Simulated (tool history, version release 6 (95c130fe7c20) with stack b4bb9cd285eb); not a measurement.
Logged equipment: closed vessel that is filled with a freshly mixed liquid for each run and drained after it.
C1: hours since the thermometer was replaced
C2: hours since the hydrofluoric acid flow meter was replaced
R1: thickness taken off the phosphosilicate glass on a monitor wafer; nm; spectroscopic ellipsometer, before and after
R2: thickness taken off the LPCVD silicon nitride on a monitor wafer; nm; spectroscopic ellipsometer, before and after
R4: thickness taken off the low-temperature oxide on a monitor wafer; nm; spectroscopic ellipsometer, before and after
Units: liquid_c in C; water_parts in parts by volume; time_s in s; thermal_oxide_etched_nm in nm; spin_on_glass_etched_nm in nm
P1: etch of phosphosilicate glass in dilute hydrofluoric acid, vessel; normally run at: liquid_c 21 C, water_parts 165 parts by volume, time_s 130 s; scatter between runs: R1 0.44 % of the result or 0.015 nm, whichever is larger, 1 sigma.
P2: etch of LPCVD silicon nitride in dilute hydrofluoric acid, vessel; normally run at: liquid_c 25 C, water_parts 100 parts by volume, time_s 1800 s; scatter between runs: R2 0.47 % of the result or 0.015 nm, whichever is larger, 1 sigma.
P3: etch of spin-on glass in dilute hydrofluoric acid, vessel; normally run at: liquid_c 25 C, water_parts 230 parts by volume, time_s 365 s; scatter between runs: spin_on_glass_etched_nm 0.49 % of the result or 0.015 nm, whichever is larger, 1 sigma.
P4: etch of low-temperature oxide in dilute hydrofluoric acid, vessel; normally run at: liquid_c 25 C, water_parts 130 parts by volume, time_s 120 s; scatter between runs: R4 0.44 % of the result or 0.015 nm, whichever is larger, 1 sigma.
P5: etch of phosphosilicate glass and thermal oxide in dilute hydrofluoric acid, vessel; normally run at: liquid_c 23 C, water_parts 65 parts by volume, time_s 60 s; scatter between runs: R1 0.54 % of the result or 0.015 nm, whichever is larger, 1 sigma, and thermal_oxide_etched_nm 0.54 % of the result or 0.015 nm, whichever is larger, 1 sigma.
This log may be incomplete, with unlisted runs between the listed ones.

{"run": 1, "hour": 4.7, "process": "P1", "liquid_c": 21, "water_parts": 165, "time_s": 130, "C1": 357.3, "C2": 330.1, "R1": 57.069}
{"run": 2, "hour": 10.4, "process": "P2", "liquid_c": 25, "water_parts": 100, "time_s": 210, "C1": 363, "C2": 335.8, "R2": 1.1156}
{"run": 3, "hour": 17.0, "process": "P1", "liquid_c": 21, "water_parts": 165, "time_s": 130, "C1": 369.6, "C2": 342.4, "R1": 57.291}
{"run": 4, "hour": 23.1, "process": "P5", "liquid_c": 30.5, "water_parts": 65, "time_s": 60, "C1": 375.7, "C2": 348.5, "R1": 207.33, "thermal_oxide_etched_nm": 6.0696}
{"run": 5, "hour": 30.3, "process": "P2", "liquid_c": 17.5, "water_parts": 100, "time_s": 1800, "C1": 382.9, "C2": 355.7, "R2": 5.6992}
{"run": 6, "hour": 33.8, "process": "P5", "liquid_c": 23, "water_parts": 65, "time_s": 115, "C1": 386.4, "C2": 359.2, "R1": 295.03, "thermal_oxide_etched_nm": 8.6625}
{"run": 7, "hour": 41.0, "process": "P4", "liquid_c": 25, "water_parts": 130, "time_s": 120, "C1": 393.6, "C2": 366.4, "R4": 14.055}
{"run": 8, "hour": 47.0, "process": "P1", "liquid_c": 21, "water_parts": 165, "time_s": 130, "C1": 399.6, "C2": 372.4, "R1": 57.378}
{"run": 9, "hour": 54.1, "process": "P2", "liquid_c": 25, "water_parts": 100, "time_s": 1800, "C1": 406.7, "C2": 379.5, "R2": 9.4768}
{"run": 10, "hour": 61.3, "process": "P4", "liquid_c": 17, "water_parts": 130, "time_s": 120, "C1": 413.9, "C2": 386.7, "R4": 10.165}
{"run": 11, "hour": 68.2, "process": "P3", "liquid_c": 25, "water_parts": 230, "time_s": 365, "C1": 420.8, "C2": 393.6, "spin_on_glass_etched_nm": 50.571}
{"run": 12, "hour": 75.2, "process": "P1", "liquid_c": 26, "water_parts": 165, "time_s": 130, "C1": 427.8, "C2": 400.6, "R1": 69.357}
{"run": 13, "hour": 80.0, "process": "P3", "liquid_c": 17.5, "water_parts": 230, "time_s": 365, "C1": 432.6, "C2": 405.4, "spin_on_glass_etched_nm": 38.108}
{"run": 14, "hour": 84.0, "process": "P1", "liquid_c": 21, "water_parts": 165, "time_s": 130, "C1": 436.6, "C2": 409.4, "R1": 57.063}
{"run": 15, "hour": 87.3, "process": "P1", "liquid_c": 21, "water_parts": 165, "time_s": 65, "C1": 439.9, "C2": 412.7, "R1": 28.678}
{"run": 16, "hour": 93.3, "process": "P5", "liquid_c": 23, "water_parts": 65, "time_s": 60, "C1": 445.9, "C2": 418.7, "R1": 153.82, "thermal_oxide_etched_nm": 4.5063}
{"run": 17, "hour": 96.7, "process": "P4", "liquid_c": 25, "water_parts": 130, "time_s": 45, "C1": 449.3, "C2": 422.1, "R4": 5.2409}
{"run": 18, "hour": 100.2, "process": "P5", "liquid_c": 23, "water_parts": 105, "time_s": 60, "C1": 452.8, "C2": 425.6, "R1": 89.925, "thermal_oxide_etched_nm": 2.63}
{"run": 19, "hour": 104.7, "process": "P1", "liquid_c": 21, "water_parts": 165, "time_s": 225, "C1": 457.3, "C2": 430.1, "R1": 99.49}
{"run": 20, "hour": 108.5, "process": "P1", "liquid_c": 17, "water_parts": 165, "time_s": 130, "C1": 461.1, "C2": 433.9, "R1": 48.652}
{"run": 21, "hour": 113.4, "process": "P2", "liquid_c": 25, "water_parts": 60, "time_s": 1800, "C1": 466, "C2": 438.8, "R2": 15.685}
{"run": 22, "hour": 118.9, "process": "P1", "liquid_c": 21, "water_parts": 105, "time_s": 130, "C1": 471.5, "C2": 444.3, "R1": 95.84}
{"run": 23, "hour": 122.7, "process": "P1", "liquid_c": 17, "water_parts": 165, "time_s": 55, "C1": 475.3, "C2": 448.1, "R1": 20.485}
{"run": 24, "hour": 127.9, "process": "P4", "liquid_c": 25, "water_parts": 195, "time_s": 120, "C1": 480.5, "C2": 453.3, "R4": 8.644}
{"run": 25, "hour": 133.0, "process": "P3", "liquid_c": 25, "water_parts": 345, "time_s": 365, "C1": 485.6, "C2": 458.4, "spin_on_glass_etched_nm": 30.194}
{"run": 26, "hour": 137.8, "process": "P1", "liquid_c": 21, "water_parts": 240, "time_s": 130, "C1": 490.4, "C2": 463.2, "R1": 36.434}
{"run": 27, "hour": 142.1, "process": "P3", "liquid_c": 25, "water_parts": 230, "time_s": 365, "C1": 494.7, "C2": 467.5, "spin_on_glass_etched_nm": 50.632}
{"run": 28, "hour": 148.8, "process": "P1", "liquid_c": 21, "water_parts": 165, "time_s": 130, "C1": 501.4, "C2": 474.2, "R1": 56.728}
{"run": 29, "hour": 152.6, "process": "P3", "liquid_c": 25, "water_parts": 230, "time_s": 40, "C1": 505.2, "C2": 478, "spin_on_glass_etched_nm": 5.5325}
{"run": 30, "hour": 158.2, "process": "P1", "liquid_c": 21, "water_parts": 165, "time_s": 130, "C1": 510.8, "C2": 483.6, "R1": 56.895}
{"run": 31, "hour": 161.9, "process": "P1", "liquid_c": 21, "water_parts": 165, "time_s": 130, "C1": 514.5, "C2": 487.3, "R1": 56.092}
{"run": 32, "hour": 168.2, "process": "P1", "liquid_c": 21, "water_parts": 165, "time_s": 130, "C1": 520.8, "C2": 493.6, "R1": 54.105}
{"run": 33, "hour": 171.6, "process": "P1", "liquid_c": 21, "water_parts": 165, "time_s": 130, "C1": 524.2, "C2": 497, "R1": 54.569}
{"run": 34, "hour": 178.7, "process": "P1", "liquid_c": 21, "water_parts": 165, "time_s": 130, "C1": 531.3, "C2": 504.1, "R1": 53.897}
{"run": 35, "hour": 183.7, "process": "P1", "liquid_c": 21, "water_parts": 165, "time_s": 130, "C1": 536.3, "C2": 509.1, "R1": 53.723}
{"run": 36, "hour": 189.3, "process": "P1", "liquid_c": 21, "water_parts": 165, "time_s": 130, "C1": 541.9, "C2": 514.7, "R1": 53.409}
{"run": 37, "hour": 195.0, "process": "P1", "liquid_c": 21, "water_parts": 165, "time_s": 130, "C1": 547.6, "C2": 520.4, "R1": 53.028}
{"run": 38, "hour": 198.2, "process": "P1", "liquid_c": 21, "water_parts": 165, "time_s": 130, "C1": 550.8, "C2": 523.6, "R1": 53.354}
{"run": 39, "hour": 204.4, "process": "P1", "liquid_c": 21, "water_parts": 165, "time_s": 130, "C1": 557, "C2": 529.8, "R1": 52.99}

Something has made what P1 gives creep away from where it was; the 2 causes below, each at its own stated size, fit the log equally well:
A: hydrofluoric acid flow below the setpoint (%) = 6.19
B: liquid colder than its thermometer reads (K) = 1.91
The onset of the drift is placed at about hour 158.2.

Which of the 4 check runs listed below, each an average over 3 wafers with its results shown as question marks, gives clearly different results under the different listed causes?
{"run": "check 1", "hour": 210.6, "process": "P3", "liquid_c": 21.5, "water_parts": 230, "time_s": 180, "spin_on_glass_etched_nm": "?"}
{"run": "check 2", "hour": 210.6, "process": "P5", "liquid_c": 30, "water_parts": 65, "time_s": 110, "R1": "?", "thermal_oxide_etched_nm": "?"}
{"run": "check 3", "hour": 210.6, "process": "P4", "liquid_c": 18, "water_parts": 190, "time_s": 120, "R4": "?"}
{"run": "check 4", "hour": 210.6, "process": "P2", "liquid_c": 25, "water_parts": 100, "time_s": 240, "R2": "?"}

Expected result of each check under each candidate cause:
check=check_1 result=spin_on_glass_etched_nm if_A=20.321 if_B=20.457
check=check_2 result=R1 if_A=345.72 if_B=344.28
check=check_2 result=thermal_oxide_etched_nm if_A=10.176 if_B=10.134
check=check_3 result=R4 if_A=6.3481 if_B=6.3427
check=check_4 result=R2 if_A=1.1887 if_B=1.1167
Distance between the nearest two causes, measured in the result of the check that separates them most: check 1 0.67 %; check 2 0.42 %; check 3 0.08 %; check 4 6.25 %
Check 4 tells the causes apart: in the others they would give nearly the same result.

Running check 4 produced the following: R2 1.2002 nm. Which one of the listed causes fits?

The cause is A: hydrofluoric acid flow below the setpoint (%).

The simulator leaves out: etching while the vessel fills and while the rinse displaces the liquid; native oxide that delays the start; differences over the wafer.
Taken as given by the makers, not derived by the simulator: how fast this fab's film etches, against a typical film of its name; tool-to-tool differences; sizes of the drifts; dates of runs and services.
